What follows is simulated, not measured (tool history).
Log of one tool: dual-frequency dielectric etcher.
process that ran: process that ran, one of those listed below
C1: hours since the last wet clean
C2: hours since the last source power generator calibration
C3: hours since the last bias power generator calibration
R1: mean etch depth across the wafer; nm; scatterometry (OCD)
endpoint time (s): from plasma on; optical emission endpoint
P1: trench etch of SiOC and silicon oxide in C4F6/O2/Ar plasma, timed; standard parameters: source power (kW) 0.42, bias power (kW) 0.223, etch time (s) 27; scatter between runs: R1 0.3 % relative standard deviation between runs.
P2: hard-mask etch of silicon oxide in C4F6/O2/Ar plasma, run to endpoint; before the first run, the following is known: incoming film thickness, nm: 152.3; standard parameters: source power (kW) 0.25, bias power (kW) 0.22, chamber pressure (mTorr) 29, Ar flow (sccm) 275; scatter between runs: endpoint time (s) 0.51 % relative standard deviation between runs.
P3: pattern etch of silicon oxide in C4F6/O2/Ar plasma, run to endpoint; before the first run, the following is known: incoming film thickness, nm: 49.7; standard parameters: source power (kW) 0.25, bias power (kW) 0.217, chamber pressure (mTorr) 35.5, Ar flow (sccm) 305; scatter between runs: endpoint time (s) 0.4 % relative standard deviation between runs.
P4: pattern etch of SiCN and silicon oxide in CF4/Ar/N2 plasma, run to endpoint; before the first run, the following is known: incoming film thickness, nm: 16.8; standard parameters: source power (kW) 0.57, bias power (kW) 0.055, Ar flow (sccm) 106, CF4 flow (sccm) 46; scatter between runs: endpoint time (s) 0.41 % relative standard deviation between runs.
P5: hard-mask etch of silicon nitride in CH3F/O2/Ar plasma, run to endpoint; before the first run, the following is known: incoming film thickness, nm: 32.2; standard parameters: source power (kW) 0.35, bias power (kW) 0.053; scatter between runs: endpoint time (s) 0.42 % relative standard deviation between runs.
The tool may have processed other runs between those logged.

run 1 hour=11.3 | process_that_ran=P1 source_power_(kW)=0.42 bias_power_(kW)=0.223 etch_time_(s)=27 | C1=87.8 C2=976.5 C3=3581.6 | R1=57.338
run 2 hour=19.9 | process_that_ran=P1 source_power_(kW)=0.42 bias_power_(kW)=0.166 etch_time_(s)=27 | C1=96.4 C2=985.1 C3=3590.2 | R1=52.33
run 3 hour=27.9 | process_that_ran=P5 source_power_(kW)=0.35 bias_power_(kW)=0.034 | C1=104.4 C2=993.1 C3=3598.2 | endpoint_time_(s)=62.678
run 4 hour=34.5 | process_that_ran=P4 source_power_(kW)=0.35 bias_power_(kW)=0.055 Ar_flow_(sccm)=106 CF4_flow_(sccm)=46 | C1=111 C2=999.7 C3=3604.8 | endpoint_time_(s)=29.29
run 5 hour=41.5 | process_that_ran=P4 source_power_(kW)=0.57 bias_power_(kW)=0.055 Ar_flow_(sccm)=106 CF4_flow_(sccm)=38 | C1=118 C2=1006.7 C3=3611.8 | endpoint_time_(s)=19.554
run 6 hour=47.6 | process_that_ran=P3 source_power_(kW)=0.16 bias_power_(kW)=0.217 Ar_flow_(sccm)=305 chamber_pressure_(mTorr)=35.5 | C1=124.1 C2=1012.8 C3=3617.9 | endpoint_time_(s)=21.512
run 7 hour=55.5 | process_that_ran=P1 source_power_(kW)=0.42 bias_power_(kW)=0.223 etch_time_(s)=37.5 | C1=132 C2=1020.7 C3=3625.8 | R1=80.177
run 8 hour=65.2 | process_that_ran=P2 source_power_(kW)=0.25 bias_power_(kW)=0.22 Ar_flow_(sccm)=275 chamber_pressure_(mTorr)=39 | C1=141.7 C2=1030.4 C3=3635.5 | endpoint_time_(s)=54.004
run 9 hour=72.5 | process_that_ran=P3 source_power_(kW)=0.25 bias_power_(kW)=0.217 Ar_flow_(sccm)=305 chamber_pressure_(mTorr)=35.5 | C1=149 C2=1037.7 C3=3642.8 | endpoint_time_(s)=18.18
run 10 hour=79.5 | process_that_ran=P2 source_power_(kW)=0.33 bias_power_(kW)=0.22 Ar_flow_(sccm)=275 chamber_pressure_(mTorr)=29 | C1=156 C2=1044.7 C3=3649.8 | endpoint_time_(s)=46.776
run 11 hour=88.4 | process_that_ran=P1 source_power_(kW)=0.42 bias_power_(kW)=0.307 etch_time_(s)=27 | C1=164.9 C2=1053.6 C3=3658.7 | R1=64.468
run 12 hour=97.7 | process_that_ran=P1 source_power_(kW)=0.29 bias_power_(kW)=0.223 etch_time_(s)=27 | C1=174.2 C2=1062.9 C3=3668 | R1=50.123
run 13 hour=104.6 | process_that_ran=P3 source_power_(kW)=0.25 bias_power_(kW)=0.29 Ar_flow_(sccm)=305 chamber_pressure_(mTorr)=35.5 | C1=181.1 C2=1069.8 C3=3674.9 | endpoint_time_(s)=16.319
run 14 hour=115.8 | process_that_ran=P1 source_power_(kW)=0.42 bias_power_(kW)=0.223 etch_time_(s)=27 | C1=192.3 C2=1081 C3=3686.1 | R1=57.5
run 15 hour=122.7 | process_that_ran=P4 source_power_(kW)=0.57 bias_power_(kW)=0.055 Ar_flow_(sccm)=128 CF4_flow_(sccm)=46 | C1=199.2 C2=1087.9 C3=3693 | endpoint_time_(s)=19.614
run 16 hour=133.4 | process_that_ran=P2 source_power_(kW)=0.25 bias_power_(kW)=0.22 Ar_flow_(sccm)=335 chamber_pressure_(mTorr)=29 | C1=209.9 C2=1098.6 C3=3703.7 | endpoint_time_(s)=53.659
run 17 hour=139.9 | process_that_ran=P1 source_power_(kW)=0.42 bias_power_(kW)=0.223 etch_time_(s)=27 | C1=216.4 C2=1105.1 C3=3710.2 | R1=57.77
run 18 hour=152.3 | process_that_ran=P1 source_power_(kW)=0.42 bias_power_(kW)=0.277 etch_time_(s)=34 | C1=228.8 C2=1117.5 C3=3722.6 | R1=77.59
run 19 hour=158.8 | process_that_ran=P1 source_power_(kW)=0.55 bias_power_(kW)=0.223 etch_time_(s)=27 | C1=235.3 C2=1124 C3=3729.1 | R1=63.768
run 20 hour=167.7 | process_that_ran=P1 source_power_(kW)=0.52 bias_power_(kW)=0.223 etch_time_(s)=20.5 | C1=244.2 C2=1132.9 C3=3738 | R1=47.374
run 21 hour=179.6 | process_that_ran=P3 source_power_(kW)=0.25 bias_power_(kW)=0.217 Ar_flow_(sccm)=424 chamber_pressure_(mTorr)=35.5 | C1=256.1 C2=1144.8 C3=3749.9 | endpoint_time_(s)=18.85
run 22 hour=186.4 | process_that_ran=P4 source_power_(kW)=0.57 bias_power_(kW)=0.055 Ar_flow_(sccm)=106 CF4_flow_(sccm)=46 | C1=262.9 C2=1151.6 C3=3756.7 | endpoint_time_(s)=18.959
run 23 hour=196.9 | process_that_ran=P3 source_power_(kW)=0.25 bias_power_(kW)=0.217 Ar_flow_(sccm)=305 chamber_pressure_(mTorr)=35.5 | C1=273.4 C2=1162.1 C3=3767.2 | endpoint_time_(s)=18.231
run 24 hour=208.1 | process_that_ran=P5 source_power_(kW)=0.35 bias_power_(kW)=0.053 | C1=284.6 C2=1173.3 C3=3778.4 | endpoint_time_(s)=54.838

The next listed run, before its measurement:
run 25 hour=218.5 | process_that_ran=P1 source_power_(kW)=0.42 bias_power_(kW)=0.223 etch_time_(s)=27 | C1=295 C2=1183.7 C3=3788.8 | R1=?

Run 25 produced R1 57.486 nm.

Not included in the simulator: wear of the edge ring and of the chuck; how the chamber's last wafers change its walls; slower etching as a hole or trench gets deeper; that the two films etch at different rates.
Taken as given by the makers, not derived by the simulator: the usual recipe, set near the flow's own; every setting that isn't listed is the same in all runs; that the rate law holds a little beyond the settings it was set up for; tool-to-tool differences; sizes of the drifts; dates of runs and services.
